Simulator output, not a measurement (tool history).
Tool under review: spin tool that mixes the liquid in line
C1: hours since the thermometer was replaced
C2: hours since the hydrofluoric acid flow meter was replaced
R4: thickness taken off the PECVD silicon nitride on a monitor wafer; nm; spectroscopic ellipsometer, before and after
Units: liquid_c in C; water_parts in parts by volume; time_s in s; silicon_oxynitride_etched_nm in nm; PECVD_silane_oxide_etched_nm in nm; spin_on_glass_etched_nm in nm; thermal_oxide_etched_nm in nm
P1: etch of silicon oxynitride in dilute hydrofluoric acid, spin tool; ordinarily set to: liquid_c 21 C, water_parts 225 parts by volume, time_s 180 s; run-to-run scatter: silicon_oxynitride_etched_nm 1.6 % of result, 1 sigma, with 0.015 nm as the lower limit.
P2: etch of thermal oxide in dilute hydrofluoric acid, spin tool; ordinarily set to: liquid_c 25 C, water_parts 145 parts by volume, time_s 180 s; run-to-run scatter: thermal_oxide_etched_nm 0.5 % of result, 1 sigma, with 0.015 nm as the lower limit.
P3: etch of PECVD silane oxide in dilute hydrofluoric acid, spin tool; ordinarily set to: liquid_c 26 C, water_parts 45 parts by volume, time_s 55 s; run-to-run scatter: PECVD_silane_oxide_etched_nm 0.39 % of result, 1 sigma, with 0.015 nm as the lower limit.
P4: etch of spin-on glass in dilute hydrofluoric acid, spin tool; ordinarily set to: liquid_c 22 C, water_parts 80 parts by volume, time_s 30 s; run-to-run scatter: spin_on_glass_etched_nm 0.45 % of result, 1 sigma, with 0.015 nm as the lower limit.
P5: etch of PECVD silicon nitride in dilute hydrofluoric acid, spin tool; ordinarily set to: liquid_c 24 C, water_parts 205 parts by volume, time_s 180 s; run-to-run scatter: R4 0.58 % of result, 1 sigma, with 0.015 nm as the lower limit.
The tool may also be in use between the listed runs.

run 1 day=0.283 | process=P1 liquid_c=21 water_parts=225 time_s=180 | C1=2154.8 C2=598.1 | silicon_oxynitride_etched_nm=1.5883
run 2 day=0.817 | process=P1 liquid_c=21 water_parts=225 time_s=180 | C1=2167.6 C2=610.9 | silicon_oxynitride_etched_nm=1.6102
run 3 day=1.296 | process=P3 liquid_c=19 water_parts=45 time_s=55 | C1=2179.1 C2=622.4 | PECVD_silane_oxide_etched_nm=22.51
run 4 day=1.788 | process=P1 liquid_c=21 water_parts=225 time_s=85 | C1=2190.9 C2=634.2 | silicon_oxynitride_etched_nm=0.74988
run 5 day=2.317 | process=P4 liquid_c=22 water_parts=135 time_s=30 | C1=2203.6 C2=646.9 | spin_on_glass_etched_nm=13.035
run 6 day=2.592 | process=P4 liquid_c=17 water_parts=80 time_s=30 | C1=2210.2 C2=653.5 | spin_on_glass_etched_nm=18.825
run 7 day=3.121 | process=P5 liquid_c=24 water_parts=205 time_s=180 | C1=2222.9 C2=666.2 | R4=5.068
run 8 day=3.625 | process=P3 liquid_c=26 water_parts=20 time_s=55 | C1=2235 C2=678.3 | PECVD_silane_oxide_etched_nm=70.074
run 9 day=4.121 | process=P2 liquid_c=17 water_parts=145 time_s=180 | C1=2246.9 C2=690.2 | thermal_oxide_etched_nm=4.4152
run 10 day=4.579 | process=P5 liquid_c=24 water_parts=205 time_s=180 | C1=2257.9 C2=701.2 | R4=5.0779
run 11 day=4.967 | process=P3 liquid_c=26 water_parts=45 time_s=55 | C1=2267.2 C2=710.5 | PECVD_silane_oxide_etched_nm=30.073
run 12 day=5.433 | process=P1 liquid_c=21 water_parts=225 time_s=180 | C1=2278.4 C2=721.7 | silicon_oxynitride_etched_nm=1.5366
run 13 day=5.762 | process=P1 liquid_c=21 water_parts=225 time_s=360 | C1=2286.3 C2=729.6 | silicon_oxynitride_etched_nm=3.1867
run 14 day=6.188 | process=P1 liquid_c=21 water_parts=150 time_s=335 | C1=2296.5 C2=739.8 | silicon_oxynitride_etched_nm=4.803
run 15 day=6.65 | process=P1 liquid_c=17 water_parts=225 time_s=180 | C1=2307.6 C2=750.9 | silicon_oxynitride_etched_nm=1.3318
run 16 day=7.083 | process=P1 liquid_c=21 water_parts=225 time_s=180 | C1=2318 C2=761.3 | silicon_oxynitride_etched_nm=1.5955
run 17 day=7.433 | process=P1 liquid_c=21 water_parts=225 time_s=180 | C1=2326.4 C2=769.7 | silicon_oxynitride_etched_nm=1.595
run 18 day=7.792 | process=P1 liquid_c=21 water_parts=225 time_s=180 | C1=2335 C2=778.3 | silicon_oxynitride_etched_nm=1.5583
run 19 day=8.292 | process=P2 liquid_c=25 water_parts=145 time_s=100 | C1=2347 C2=790.3 | thermal_oxide_etched_nm=3.3562
run 20 day=8.775 | process=P2 liquid_c=25 water_parts=145 time_s=180 | C1=2358.6 C2=801.9 | thermal_oxide_etched_nm=6.1541
run 21 day=9.025 | process=P5 liquid_c=24 water_parts=205 time_s=360 | C1=2364.6 C2=807.9 | R4=10.173
run 22 day=9.354 | process=P2 liquid_c=25 water_parts=65 time_s=180 | C1=2372.5 C2=815.8 | thermal_oxide_etched_nm=15.005
run 23 day=9.708 | process=P5 liquid_c=24 water_parts=325 time_s=180 | C1=2381 C2=824.3 | R4=3.1538
run 24 day=10.083 | process=P4 liquid_c=22 water_parts=80 time_s=65 | C1=2390 C2=833.3 | spin_on_glass_etched_nm=50.684
run 25 day=10.317 | process=P3 liquid_c=26 water_parts=45 time_s=20 | C1=2395.6 C2=838.9 | PECVD_silane_oxide_etched_nm=10.956
run 26 day=10.8 | process=P1 liquid_c=25.5 water_parts=225 time_s=180 | C1=2407.2 C2=850.5 | silicon_oxynitride_etched_nm=1.9308
-- day=11.008 hydrofluoric acid flow meter replaced
run 27 day=11.262 | process=P1 liquid_c=17 water_parts=225 time_s=285 | C1=2418.3 C2=6.2 | silicon_oxynitride_etched_nm=2.0605
run 28 day=11.546 | process=P1 liquid_c=21 water_parts=100 time_s=180 | C1=2425.1 C2=13 | silicon_oxynitride_etched_nm=3.9582
run 29 day=11.917 | process=P2 liquid_c=25 water_parts=145 time_s=180 | C1=2434 C2=21.9 | thermal_oxide_etched_nm=6.1169
run 30 day=12.238 | process=P1 liquid_c=21 water_parts=225 time_s=180 | C1=2441.7 C2=29.6 | silicon_oxynitride_etched_nm=1.5775
run 31 day=12.554 | process=P5 liquid_c=30.5 water_parts=205 time_s=180 | C1=2449.3 C2=37.2 | R4=7.4677
run 32 day=13.033 | process=P1 liquid_c=21 water_parts=370 time_s=180 | C1=2460.8 C2=48.7 | silicon_oxynitride_etched_nm=0.89286
run 33 day=13.288 | process=P4 liquid_c=22 water_parts=80 time_s=30 | C1=2466.9 C2=54.8 | spin_on_glass_etched_nm=23.163
run 34 day=13.625 | process=P1 liquid_c=21 water_parts=225 time_s=180 | C1=2475 C2=62.9 | silicon_oxynitride_etched_nm=1.6198
run 35 day=13.904 | process=P1 liquid_c=21 water_parts=225 time_s=180 | C1=2481.7 C2=69.6 | silicon_oxynitride_etched_nm=1.6133
run 36 day=14.275 | process=P1 liquid_c=21 water_parts=225 time_s=180 | C1=2490.6 C2=78.5 | silicon_oxynitride_etched_nm=1.6859
run 37 day=14.788 | process=P1 liquid_c=21 water_parts=225 time_s=180 | C1=2502.9 C2=90.8 | silicon_oxynitride_etched_nm=1.7485
run 38 day=15.1 | process=P1 liquid_c=21 water_parts=225 time_s=180 | C1=2510.4 C2=98.3 | silicon_oxynitride_etched_nm=1.7535
run 39 day=15.517 | process=P1 liquid_c=21 water_parts=225 time_s=180 | C1=2520.4 C2=108.3 | silicon_oxynitride_etched_nm=1.718
run 40 day=15.858 | process=P1 liquid_c=21 water_parts=225 time_s=180 | C1=2528.6 C2=116.5 | silicon_oxynitride_etched_nm=1.7807
run 41 day=16.2 | process=P1 liquid_c=21 water_parts=225 time_s=180 | C1=2536.8 C2=124.7 | silicon_oxynitride_etched_nm=1.7697
run 42 day=16.546 | process=P1 liquid_c=21 water_parts=225 time_s=180 | C1=2545.1 C2=133 | silicon_oxynitride_etched_nm=1.7055

P1 no longer gives what it gave before; its output has crept away from where it was. The following 2 causes, each at its listed size, fit the log equally well:
A: hydrofluoric acid flow above the setpoint (%) = 8.47
B: liquid hotter than its thermometer reads (K) = 2.07
The creep began at about day 13.625.

4 check runs are offered, one wafer each, their results left as question marks. Which one tells the causes apart?
run check 1 day=16.892 | process=P2 liquid_c=20.5 water_parts=145 time_s=180 | thermal_oxide_etched_nm=?
run check 2 day=16.892 | process=P4 liquid_c=17 water_parts=80 time_s=45 | spin_on_glass_etched_nm=?
run check 3 day=16.892 | process=P5 liquid_c=24 water_parts=205 time_s=345 | R4=?
run check 4 day=16.892 | process=P3 liquid_c=21 water_parts=20 time_s=55 | PECVD_silane_oxide_etched_nm=?

What every check run would give for each of its results, assuming each possible cause in turn:
check=check_1 result=thermal_oxide_etched_nm if_A=5.6038 if_B=5.537
check=check_2 result=spin_on_glass_etched_nm if_A=31.095 if_B=31.08
check=check_3 result=R4 if_A=10.479 if_B=11.005
check=check_4 result=PECVD_silane_oxide_etched_nm if_A=61.511 if_B=61.849
Per check, the gap between the least separated pair of causes, taken in the result that splits them most: check 1 1.2 %; check 2 0.05 %; check 3 4.89 %; check 4 0.55 %
Only in check 3 would the causes give clearly different results; in the remaining checks their results would be nearly the same.

After running check 3, the following was obtained: R4 11.135 nm. Which cause does this point to?

Of the candidate causes, it is B: liquid hotter than its thermometer reads (K).
